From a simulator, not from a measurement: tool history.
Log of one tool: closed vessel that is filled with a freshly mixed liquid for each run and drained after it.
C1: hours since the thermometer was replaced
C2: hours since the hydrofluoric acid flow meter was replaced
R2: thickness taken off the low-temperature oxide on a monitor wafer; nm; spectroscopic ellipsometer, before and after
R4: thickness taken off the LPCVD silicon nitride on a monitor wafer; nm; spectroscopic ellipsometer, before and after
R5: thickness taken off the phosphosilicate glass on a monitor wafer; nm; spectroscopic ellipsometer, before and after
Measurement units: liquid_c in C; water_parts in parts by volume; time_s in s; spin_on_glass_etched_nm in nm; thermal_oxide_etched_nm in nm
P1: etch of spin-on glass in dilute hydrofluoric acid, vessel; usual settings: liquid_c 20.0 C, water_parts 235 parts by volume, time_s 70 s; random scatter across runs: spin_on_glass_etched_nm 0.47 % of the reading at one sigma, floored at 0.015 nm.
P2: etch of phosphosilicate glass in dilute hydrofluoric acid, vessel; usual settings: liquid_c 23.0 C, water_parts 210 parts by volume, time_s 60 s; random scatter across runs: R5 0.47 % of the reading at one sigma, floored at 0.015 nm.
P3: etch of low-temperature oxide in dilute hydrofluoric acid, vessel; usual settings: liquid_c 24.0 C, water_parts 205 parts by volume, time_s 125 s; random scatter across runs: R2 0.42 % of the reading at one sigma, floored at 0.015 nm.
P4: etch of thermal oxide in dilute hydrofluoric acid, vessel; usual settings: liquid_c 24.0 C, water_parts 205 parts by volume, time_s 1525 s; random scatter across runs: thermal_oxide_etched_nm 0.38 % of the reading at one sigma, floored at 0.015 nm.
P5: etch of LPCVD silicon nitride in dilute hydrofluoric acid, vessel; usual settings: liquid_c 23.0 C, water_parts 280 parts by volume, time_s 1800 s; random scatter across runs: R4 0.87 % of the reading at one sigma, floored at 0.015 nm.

{"run": 1, "hour": 5.8, "process": "P1", "liquid_c": 20.0, "water_parts": 235, "time_s": 70, "C1": 87.6, "C2": 268.2, "spin_on_glass_etched_nm": 15.302}
{"run": 2, "hour": 10.6, "process": "P3", "liquid_c": 24.0, "water_parts": 205, "time_s": 125, "C1": 92.4, "C2": 273.0, "R2": 11.065}
{"run": 3, "hour": 15.6, "process": "P3", "liquid_c": 20.0, "water_parts": 205, "time_s": 125, "C1": 97.4, "C2": 278.0, "R2": 9.5425}
{"run": 4, "hour": 19.8, "process": "P3", "liquid_c": 24.0, "water_parts": 110, "time_s": 125, "C1": 101.6, "C2": 282.2, "R2": 22.892}
{"run": 5, "hour": 27.0, "process": "P1", "liquid_c": 17.0, "water_parts": 235, "time_s": 70, "C1": 108.8, "C2": 289.4, "spin_on_glass_etched_nm": 13.651}
{"run": 6, "hour": 34.1, "process": "P4", "liquid_c": 24.0, "water_parts": 205, "time_s": 1525, "C1": 115.9, "C2": 296.5, "thermal_oxide_etched_nm": 30.513}
{"run": 7, "hour": 40.5, "process": "P5", "liquid_c": 23.0, "water_parts": 280, "time_s": 1800, "C1": 122.3, "C2": 302.9, "R4": 2.7248}
{"run": 8, "hour": 45.9, "process": "P1", "liquid_c": 23.5, "water_parts": 235, "time_s": 70, "C1": 127.7, "C2": 308.3, "spin_on_glass_etched_nm": 17.305}
{"run": 9, "hour": 54.4, "process": "P5", "liquid_c": 23.0, "water_parts": 280, "time_s": 1800, "C1": 136.2, "C2": 316.8, "R4": 2.7398}
{"run": 10, "hour": 60.3, "process": "P5", "liquid_c": 23.0, "water_parts": 280, "time_s": 3410, "C1": 142.1, "C2": 322.7, "R4": 5.1644}
{"run": 11, "hour": 65.6, "process": "P2", "liquid_c": 23.0, "water_parts": 315, "time_s": 60, "C1": 147.4, "C2": 328.0, "R5": 14.93}
{"run": 12, "hour": 74.3, "process": "P1", "liquid_c": 20.0, "water_parts": 380, "time_s": 70, "C1": 156.1, "C2": 336.7, "spin_on_glass_etched_nm": 8.3093}
{"run": 13, "hour": 82.2, "process": "P4", "liquid_c": 24.0, "water_parts": 205, "time_s": 2945, "C1": 164.0, "C2": 344.6, "thermal_oxide_etched_nm": 58.832}
{"run": 14, "hour": 87.2, "process": "P2", "liquid_c": 23.0, "water_parts": 210, "time_s": 60, "C1": 169.0, "C2": 349.6, "R5": 25.166}
{"run": 15, "hour": 95.7, "process": "P5", "liquid_c": 23.0, "water_parts": 505, "time_s": 1800, "C1": 177.5, "C2": 358.1, "R4": 1.5079}
{"run": 16, "hour": 104.9, "process": "P1", "liquid_c": 20.0, "water_parts": 235, "time_s": 70, "C1": 186.7, "C2": 367.3, "spin_on_glass_etched_nm": 15.326}
{"run": 17, "hour": 112.8, "process": "P4", "liquid_c": 31.5, "water_parts": 205, "time_s": 1525, "C1": 194.6, "C2": 375.2, "thermal_oxide_etched_nm": 39.941}
{"run": 18, "hour": 119.4, "process": "P1", "liquid_c": 20.0, "water_parts": 110, "time_s": 30, "C1": 201.2, "C2": 381.8, "spin_on_glass_etched_nm": 15.877}
{"run": 19, "hour": 127.1, "process": "P4", "liquid_c": 24.0, "water_parts": 60, "time_s": 1525, "C1": 208.9, "C2": 389.5, "thermal_oxide_etched_nm": 123.55}
{"hour": 131.0, "done": "thermometer replaced"}
{"run": 20, "hour": 135.0, "process": "P1", "liquid_c": 20.0, "water_parts": 235, "time_s": 70, "C1": 4.1, "C2": 397.4, "spin_on_glass_etched_nm": 15.286}
{"run": 21, "hour": 142.9, "process": "P1", "liquid_c": 20.0, "water_parts": 235, "time_s": 70, "C1": 12.0, "C2": 405.3, "spin_on_glass_etched_nm": 15.398}
{"run": 22, "hour": 148.2, "process": "P2", "liquid_c": 28.0, "water_parts": 210, "time_s": 60, "C1": 17.3, "C2": 410.6, "R5": 30.056}
{"run": 23, "hour": 156.6, "process": "P5", "liquid_c": 26.5, "water_parts": 280, "time_s": 1800, "C1": 25.7, "C2": 419.0, "R4": 3.3963}
{"run": 24, "hour": 165.5, "process": "P1", "liquid_c": 20.0, "water_parts": 235, "time_s": 70, "C1": 34.6, "C2": 427.9, "spin_on_glass_etched_nm": 15.405}
{"run": 25, "hour": 174.5, "process": "P1", "liquid_c": 20.0, "water_parts": 235, "time_s": 105, "C1": 43.6, "C2": 436.9, "spin_on_glass_etched_nm": 22.977}
{"run": 26, "hour": 179.0, "process": "P1", "liquid_c": 20.0, "water_parts": 35, "time_s": 70, "C1": 48.1, "C2": 441.4, "spin_on_glass_etched_nm": 127.68}
{"run": 27, "hour": 187.2, "process": "P3", "liquid_c": 24.0, "water_parts": 205, "time_s": 190, "C1": 56.3, "C2": 449.6, "R2": 16.764}
{"run": 28, "hour": 192.0, "process": "P1", "liquid_c": 17.0, "water_parts": 365, "time_s": 70, "C1": 61.1, "C2": 454.4, "spin_on_glass_etched_nm": 7.8548}
{"run": 29, "hour": 197.5, "process": "P4", "liquid_c": 24.0, "water_parts": 205, "time_s": 1525, "C1": 66.6, "C2": 459.9, "thermal_oxide_etched_nm": 30.522}
{"run": 30, "hour": 205.8, "process": "P1", "liquid_c": 20.0, "water_parts": 235, "time_s": 30, "C1": 74.9, "C2": 468.2, "spin_on_glass_etched_nm": 6.513}
{"run": 31, "hour": 214.0, "process": "P1", "liquid_c": 20.0, "water_parts": 235, "time_s": 70, "C1": 83.1, "C2": 476.4, "spin_on_glass_etched_nm": 15.27}
{"run": 32, "hour": 222.6, "process": "P2", "liquid_c": 23.0, "water_parts": 210, "time_s": 30, "C1": 91.7, "C2": 485.0, "R5": 12.602}
{"run": 33, "hour": 230.0, "process": "P1", "liquid_c": 20.0, "water_parts": 235, "time_s": 70, "C1": 99.1, "C2": 492.4, "spin_on_glass_etched_nm": 15.422}
{"run": 34, "hour": 236.6, "process": "P1", "liquid_c": 20.0, "water_parts": 235, "time_s": 70, "C1": 105.7, "C2": 499.0, "spin_on_glass_etched_nm": 15.048}
{"run": 35, "hour": 245.2, "process": "P1", "liquid_c": 20.0, "water_parts": 235, "time_s": 70, "C1": 114.3, "C2": 507.6, "spin_on_glass_etched_nm": 14.538}
{"run": 36, "hour": 251.4, "process": "P1", "liquid_c": 20.0, "water_parts": 235, "time_s": 70, "C1": 120.5, "C2": 513.8, "spin_on_glass_etched_nm": 14.346}
{"run": 37, "hour": 258.8, "process": "P1", "liquid_c": 20.0, "water_parts": 235, "time_s": 70, "C1": 127.9, "C2": 521.2, "spin_on_glass_etched_nm": 14.335}
{"run": 38, "hour": 264.2, "process": "P1", "liquid_c": 20.0, "water_parts": 235, "time_s": 70, "C1": 133.3, "C2": 526.6, "spin_on_glass_etched_nm": 14.335}
{"run": 39, "hour": 268.5, "process": "P1", "liquid_c": 20.0, "water_parts": 235, "time_s": 70, "C1": 137.6, "C2": 530.9, "spin_on_glass_etched_nm": 14.215}
{"run": 40, "hour": 273.7, "process": "P1", "liquid_c": 20.0, "water_parts": 235, "time_s": 70, "C1": 142.8, "C2": 536.1, "spin_on_glass_etched_nm": 14.101}
{"run": 41, "hour": 278.1, "process": "P1", "liquid_c": 20.0, "water_parts": 235, "time_s": 70, "C1": 147.2, "C2": 540.5, "spin_on_glass_etched_nm": 14.186}
{"run": 42, "hour": 283.3, "process": "P1", "liquid_c": 20.0, "water_parts": 235, "time_s": 70, "C1": 152.4, "C2": 545.7, "spin_on_glass_etched_nm": 14.149}
{"run": 43, "hour": 291.8, "process": "P1", "liquid_c": 20.0, "water_parts": 235, "time_s": 70, "C1": 160.9, "C2": 554.2, "spin_on_glass_etched_nm": 14.193}
{"run": 44, "hour": 296.5, "process": "P1", "liquid_c": 20.0, "water_parts": 235, "time_s": 70, "C1": 165.6, "C2": 558.9, "spin_on_glass_etched_nm": 14.19}

Compared with where it was, what P1 gives has crept away. Each cause listed below fits the log as well as the rest, at the size given for it:
A: hydrofluoric acid flow below the setpoint (%) = 6.19
B: liquid colder than its thermometer reads (K) = 2.05
The process output started creeping at around hour 230.0.

Which of the check runs below tells the causes apart, meaning the causes would give it clearly different results? Each run uses 2 wafers whose results are averaged, and each result is shown as a question mark.
{"run": "check 1", "hour": 301.2, "process": "P3", "liquid_c": 24.0, "water_parts": 205, "time_s": 125, "R2": "?"}
{"run": "check 2", "hour": 301.2, "process": "P4", "liquid_c": 24.0, "water_parts": 205, "time_s": 1525, "thermal_oxide_etched_nm": "?"}
{"run": "check 3", "hour": 301.2, "process": "P2", "liquid_c": 23.0, "water_parts": 210, "time_s": 60, "R5": "?"}
{"run": "check 4", "hour": 301.2, "process": "P5", "liquid_c": 23.0, "water_parts": 280, "time_s": 1800, "R4": "?"}

How each check would come out, cause by cause:
check=check_1 result=R2 if_A=10.1510 if_B=10.1700
check=check_2 result=thermal_oxide_etched_nm if_A=28.251 if_B=28.304
check=check_3 result=R5 if_A=23.202 if_B=23.230
check=check_4 result=R4 if_A=2.5371 if_B=2.3761
How far apart the two closest causes lie, in the result that separates them most: check 1 0.19 %; check 2 0.19 %; check 3 0.12 %; check 4 6.56 %
The causes can be told apart only by check 4. The other checks would give nearly the same results under each of them.

The results of check 4 are: R4 2.3688 nm. Based on these, which of the listed causes is it?

The cause is B: liquid colder than its thermometer reads (K).
